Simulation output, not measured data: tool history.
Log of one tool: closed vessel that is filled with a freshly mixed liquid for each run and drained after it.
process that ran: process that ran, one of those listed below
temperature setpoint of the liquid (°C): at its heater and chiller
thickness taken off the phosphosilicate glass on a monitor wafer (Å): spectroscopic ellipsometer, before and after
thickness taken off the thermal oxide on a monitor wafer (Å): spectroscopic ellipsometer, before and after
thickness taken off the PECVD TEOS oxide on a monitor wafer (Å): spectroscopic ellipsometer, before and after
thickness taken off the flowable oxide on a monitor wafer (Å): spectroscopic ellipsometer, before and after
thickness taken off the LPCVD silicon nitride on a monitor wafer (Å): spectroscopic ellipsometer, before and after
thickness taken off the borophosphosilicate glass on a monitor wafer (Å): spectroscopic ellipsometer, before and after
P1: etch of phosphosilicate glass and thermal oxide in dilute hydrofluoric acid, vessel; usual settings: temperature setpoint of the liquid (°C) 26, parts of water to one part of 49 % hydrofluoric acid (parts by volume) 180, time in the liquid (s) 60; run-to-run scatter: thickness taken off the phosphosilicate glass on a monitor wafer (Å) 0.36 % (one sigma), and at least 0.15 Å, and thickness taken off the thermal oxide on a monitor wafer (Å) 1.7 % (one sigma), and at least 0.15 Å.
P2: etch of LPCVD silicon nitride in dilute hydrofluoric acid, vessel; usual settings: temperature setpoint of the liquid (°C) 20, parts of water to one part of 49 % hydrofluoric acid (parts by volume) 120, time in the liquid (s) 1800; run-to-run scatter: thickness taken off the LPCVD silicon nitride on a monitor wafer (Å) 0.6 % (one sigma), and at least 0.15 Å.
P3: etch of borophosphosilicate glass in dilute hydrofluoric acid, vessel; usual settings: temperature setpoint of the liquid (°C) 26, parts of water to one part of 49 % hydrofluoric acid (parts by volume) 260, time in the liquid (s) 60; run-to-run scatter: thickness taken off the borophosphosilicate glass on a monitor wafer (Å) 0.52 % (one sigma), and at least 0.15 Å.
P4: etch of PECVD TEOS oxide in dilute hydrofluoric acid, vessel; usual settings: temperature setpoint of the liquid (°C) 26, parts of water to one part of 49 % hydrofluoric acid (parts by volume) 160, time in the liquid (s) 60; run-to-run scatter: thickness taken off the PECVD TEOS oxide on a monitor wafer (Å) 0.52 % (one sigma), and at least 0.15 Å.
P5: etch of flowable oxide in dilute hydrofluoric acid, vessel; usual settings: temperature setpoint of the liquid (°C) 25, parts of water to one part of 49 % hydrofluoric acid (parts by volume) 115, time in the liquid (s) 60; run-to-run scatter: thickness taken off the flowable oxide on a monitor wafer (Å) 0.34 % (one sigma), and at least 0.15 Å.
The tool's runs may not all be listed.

run	hour	process that ran	temperature setpoint of the liquid (°C)	parts of water to one part of 49 % hydrofluoric acid (parts by volume)	time in the liquid (s)	thickness taken off the phosphosilicate glass on a monitor wafer (Å)	thickness taken off the thermal oxide on a monitor wafer (Å)	thickness taken off the PECVD TEOS oxide on a monitor wafer (Å)	thickness taken off the flowable oxide on a monitor wafer (Å)	thickness taken off the LPCVD silicon nitride on a monitor wafer (Å)	thickness taken off the borophosphosilicate glass on a monitor wafer (Å)
1	9.2	P1	26	180	60	345.35	15.481				
2	18.1	P4	26	255	60			60.677			
3	26.8	P5	25	115	60				216.81		
4	35.2	P2	20	120	1800					55.887	
5	40.8	P1	26	70	60	1016	46.352				
6	50	P2	20	65	1800					101.52	
7	61.1	P5	25	115	60				215.24		
8	68.3	P1	26	180	60	345.02	15.51				
9	74.4	P4	26	160	60			108.42			
10	80.8	P2	20	120	3100					96.626	
11	89.7	P1	26	305	60	179.39	7.6939				
12	96.3	P1	26	180	60	343.43	14.998				
13	105.6	P4	19.5	160	60			83.631			
14	113.4	P5	17	115	60				156.17		
15	124.8	P1	26	180	90	520.34	23.202				
16	130.3	P1	26	180	30	171.07	7.8292				
17	137	P1	26	75	100	1572.3	68.823				
18	142.3	P5	25	115	30				107.77		
19	150.6	P1	20	180	60	274.73	11.916				
20	161.3	P2	27.5	120	1800					90.335	
21	167.2	P5	25	65	60				407.88		
22	177.8	P3	26	260	60						104.02
23	183.9	P1	26	180	60	345.13	15.535				
24	188.9	P3	26	105	60						309.37
# hour 195.7: hydrofluoric acid flow meter replaced
25	196.8	P3	31	260	60						122.23
26	205.7	P1	34	180	60	455.58	20.314				
# hour 209.7: thermometer replaced
27	211.1	P2	20	120	1800					55.781	
28	220.3	P3	26	260	35						60.48
29	225.4	P1	26	180	60	343.72	15.526				
30	231.9	P4	26	160	30			53.652			
31	242.9	P1	26	180	60	343.74	15.109				
32	253.5	P1	26	180	60	356.6	15.691				
33	264.5	P1	26	180	60	359.28	15.482				
34	271.5	P1	26	180	60	361.36	16.025				
35	282.3	P1	26	180	60	360.06	16.163				
36	293.8	P1	26	180	60	362.49	15.692				
37	299	P1	26	180	60	362.39	15.903				

What P1 gives has crept away from where it was. These 2 causes fit the log equally well, each at the size given:
A: liquid hotter than its thermometer reads (K) = 1.42
B: hydrofluoric acid flow above the setpoint (%) = 4.35
The creep began at about hour 242.9.

4 check runs are offered, one wafer each, their results left as question marks. Which one tells the causes apart?
check 1	304.2	P2	20	120	1800					?	
check 2	304.2	P3	26	260	60						?
check 3	304.2	P5	25	115	60				?		
check 4	304.2	P4	26	160	60			?			

What each check would give under each cause:
check	result	if A	if B
check 1	thickness taken off the LPCVD silicon nitride on a monitor wafer (Å)	61.662	58.43
check 2	thickness taken off the borophosphosilicate glass on a monitor wafer (Å)	109.41	109.98
check 3	thickness taken off the flowable oxide on a monitor wafer (Å)	227.83	226.4
check 4	thickness taken off the PECVD TEOS oxide on a monitor wafer (Å)	113.44	113.22
How far apart the two closest causes lie, in the result that separates them most: check 1 5.38 %; check 2 0.52 %; check 3 0.63 %; check 4 0.19 %
Check 1 tells the causes apart: in the others they would give nearly the same result.

Check 1 was then run and gave: thickness taken off the LPCVD silicon nitride on a monitor wafer (Å) 62.526. Which cause is it?

It is A: liquid hotter than its thermometer reads (K).

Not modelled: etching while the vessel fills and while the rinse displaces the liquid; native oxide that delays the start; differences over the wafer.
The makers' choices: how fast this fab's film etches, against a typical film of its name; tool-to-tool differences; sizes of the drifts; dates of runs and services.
